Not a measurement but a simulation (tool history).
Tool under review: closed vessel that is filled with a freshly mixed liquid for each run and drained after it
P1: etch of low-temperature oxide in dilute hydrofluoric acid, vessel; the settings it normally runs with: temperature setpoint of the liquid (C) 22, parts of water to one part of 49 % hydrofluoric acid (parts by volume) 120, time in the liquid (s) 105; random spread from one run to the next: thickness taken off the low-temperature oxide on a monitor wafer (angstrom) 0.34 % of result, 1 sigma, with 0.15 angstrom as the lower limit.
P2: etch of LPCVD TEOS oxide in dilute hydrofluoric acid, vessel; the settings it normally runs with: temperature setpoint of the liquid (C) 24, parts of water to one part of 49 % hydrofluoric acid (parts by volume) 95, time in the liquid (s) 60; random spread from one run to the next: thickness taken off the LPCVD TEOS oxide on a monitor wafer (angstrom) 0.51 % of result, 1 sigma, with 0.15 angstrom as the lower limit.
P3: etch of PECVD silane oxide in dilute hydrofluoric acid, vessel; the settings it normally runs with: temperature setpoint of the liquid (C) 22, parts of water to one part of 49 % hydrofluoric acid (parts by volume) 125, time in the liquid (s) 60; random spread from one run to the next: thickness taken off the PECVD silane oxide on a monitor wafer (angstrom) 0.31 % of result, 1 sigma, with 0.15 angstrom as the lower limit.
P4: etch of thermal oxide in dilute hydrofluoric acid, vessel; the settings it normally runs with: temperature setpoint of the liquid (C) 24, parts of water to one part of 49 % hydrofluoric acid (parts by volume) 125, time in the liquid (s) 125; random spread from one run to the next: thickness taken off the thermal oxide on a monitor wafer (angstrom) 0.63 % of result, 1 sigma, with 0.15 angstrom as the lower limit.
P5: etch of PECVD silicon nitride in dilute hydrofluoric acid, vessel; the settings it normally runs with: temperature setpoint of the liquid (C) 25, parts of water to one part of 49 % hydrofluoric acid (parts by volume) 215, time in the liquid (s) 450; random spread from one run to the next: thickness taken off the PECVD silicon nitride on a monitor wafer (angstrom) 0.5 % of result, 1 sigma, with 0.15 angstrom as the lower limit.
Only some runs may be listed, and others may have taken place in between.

run   hour  process that ran  temperature setpoint of the liquid (C)  parts of water to one part of 49 % hydrofluoric acid (parts by volume)  time in the liquid (s)  hours since the thermometer was replaced  hours since the hydrofluoric acid flow meter was replaced  thickness taken off the low-temperature oxide on a monitor wafer (angstrom)  thickness taken off the PECVD silane oxide on a monitor wafer (angstrom)  thickness taken off the PECVD silicon nitride on a monitor wafer (angstrom)  thickness taken off the LPCVD TEOS oxide on a monitor wafer (angstrom)  thickness taken off the thermal oxide on a monitor wafer (angstrom)
  1      3                P1                                      22                                                                     120                     105                                    1572.4                                                      959.5                                                                       85.767
  2    5.3                P3                                      22                                                                     125                      60                                    1574.7                                                      961.8                                                                                                                                                  211.6
  3    9.5                P1                                      22                                                                      40                     105                                    1578.9                                                        966                                                                       284.41
  4   13.8                P5                                      25                                                                     215                     450                                    1583.2                                                      970.3                                                                                                                                                                                                                              103.13
  5   17.8                P1                                      18                                                                     120                     105                                    1587.2                                                      974.3                                                                        72.89
  6   22.1                P2                                      24                                                                     165                      60                                    1591.5                                                      978.6                                                                                                                                                                                                                                                                                                      102.27
  7     25                P2                                    32.5                                                                      95                      60                                    1594.4                                                      981.5                                                                                                                                                                                                                                                                                                      267.83
  8   29.7                P1                                      22                                                                     120                     105                                    1599.1                                                      986.2                                                                       85.888
  9   32.4                P3                                      22                                                                     190                      60                                    1601.8                                                      988.9                                                                                                                                                 130.42
 10   37.1                P5                                      25                                                                     215                     180                                    1606.5                                                      993.6                                                                                                                                                                                                                              41.659
      37.5  -- thermometer replaced
 11   41.6                P5                                      25                                                                      55                     450                                       4.1                                                      998.1                                                                                                                                                                                                                              403.24
 12     45                P1                                      22                                                                     180                     105                                       7.5                                                     1001.5                                                                       53.525
 13     48                P1                                      22                                                                     120                     105                                      10.5                                                     1004.5                                                                       86.379
 14   50.3                P1                                      22                                                                     175                      35                                      12.8                                                     1006.8                                                                       18.695
 15   55.3                P1                                      22                                                                     120                     160                                      17.8                                                     1011.8                                                                       131.15
 16   60.3                P1                                      22                                                                     120                     105                                      22.8                                                     1016.8                                                                       85.962
      61.1  -- hydrofluoric acid flow meter replaced
 17   63.6                P1                                      26                                                                     120                     105                                      26.1                                                        2.5                                                                       100.62
 18   65.9                P5                                      30                                                                     215                     450                                      28.4                                                        4.8                                                                                                                                                                                                                              140.27
 19   69.6                P2                                      24                                                                      95                      60                                      32.1                                                        8.5                                                                                                                                                                                                                                                                                                      193.11
 20   74.2                P2                                      24                                                                      95                      60                                      36.7                                                       13.1                                                                                                                                                                                                                                                                                                      193.52
 21     78                P4                                      24                                                                     125                     125                                      40.5                                                       16.9                                                                                                                                                                                                                                                                                                                                                                           46.691
 22     81                P3                                    29.5                                                                     125                      60                                      43.5                                                       19.9                                                                                                                                                 283.61
 23   83.7                P2                                      24                                                                      95                      30                                      46.2                                                       22.6                                                                                                                                                                                                                                                                                                       97.08
 24     87                P1                                    18.5                                                                     120                      30                                      49.5                                                       25.9                                                                       21.271
 25   89.8                P4                                      24                                                                      35                     125                                      52.3                                                       28.7                                                                                                                                                                                                                                                                                                                                                                           186.78
 26   94.4                P4                                      24                                                                     125                      30                                      56.9                                                       33.3                                                                                                                                                                                                                                                                                                                                                                           11.057
 27   99.2                P1                                      17                                                                     120                      30                                      61.7                                                       38.1                                                                       19.819
 28  103.8                P4                                      24                                                                     125                     125                                      66.3                                                       42.7                                                                                                                                                                                                                                                                                                                                                                           46.398
 29    108                P1                                      22                                                                     120                     105                                      70.5                                                       46.9                                                                       85.193
 30  110.6                P1                                      22                                                                     120                      30                                      73.1                                                       49.5                                                                       24.292
 31  115.7                P1                                      22                                                                     120                     105                                      78.2                                                       54.6                                                                        85.91
 32  119.5                P4                                      29                                                                     125                     125                                        82                                                       58.4                                                                                                                                                                                                                                                                                                                                                                           55.577
 33  122.6                P3                                      22                                                                     125                     105                                      85.1                                                       61.5                                                                                                                                                 371.16
 34  127.2                P1                                      22                                                                     120                     105                                      89.7                                                       66.1                                                                       85.825
 35    132                P1                                      22                                                                     120                     105                                      94.5                                                       70.9                                                                       89.331
 36  136.2                P1                                      22                                                                     120                     105                                      98.7                                                       75.1                                                                       90.171
 37  139.4                P1                                      22                                                                     120                     105                                     101.9                                                       78.3                                                                       91.667
 38  144.4                P1                                      22                                                                     120                     105                                     106.9                                                       83.3                                                                       91.882
 39  148.6                P1                                      22                                                                     120                     105                                     111.1                                                       87.5                                                                       92.728
 40  153.4                P1                                      22                                                                     120                     105                                     115.9                                                       92.3                                                                       91.901
 41  156.6                P1                                      22                                                                     120                     105                                     119.1                                                       95.5                                                                       92.119

The log shows P1 creeping away from where it was. Any of the 2 causes listed here, at the size stated for it, fits the log just as well as the others:
A: hydrofluoric acid flow above the setpoint (%) = 6.56
B: liquid hotter than its thermometer reads (K) = 1.83
Creep in the process output first set in at about hour 127.2.

Below are 4 check runs, each on a single wafer, with their results shown as question marks. Which of them would tell the listed causes apart, meaning the causes would give clearly different results under it?
check 1  159.8                P4                                      24                                                                      55                      30                                                                                                                                                                                                                                                                                                                                                                                                                                                                                     ?
check 2  159.8                P3                                    25.5                                                                     125                      60                                                                                                                                                                                                                                                           ?
check 3  159.8                P2                                    31.5                                                                      95                      30                                                                                                                                                                                                                                                                                                                                                                                                                ?
check 4  159.8                P5                                      25                                                                     215                     215                                                                                                                                                                                                                                                                                                                                        ?

What each check would give under each cause:
  check                                                                       result    if A    if B
check 1          thickness taken off the thermal oxide on a monitor wafer (angstrom)  29.755  29.945
check 2     thickness taken off the PECVD silane oxide on a monitor wafer (angstrom)  262.24  261.32
check 3       thickness taken off the LPCVD TEOS oxide on a monitor wafer (angstrom)  138.66  137.99
check 4  thickness taken off the PECVD silicon nitride on a monitor wafer (angstrom)  52.911  55.612
Per check, the gap between the least separated pair of causes, taken in the result that splits them most: check 1 0.64 %; check 2 0.35 %; check 3 0.48 %; check 4 4.98 %
The causes can be told apart only by check 4. The other checks would give nearly the same results under each of them.

The results of check 4 are: thickness taken off the PECVD silicon nitride on a monitor wafer (angstrom) 52.327. Based on these, which of the listed causes is it?

The correct cause is A, namely: hydrofluoric acid flow above the setpoint (%).
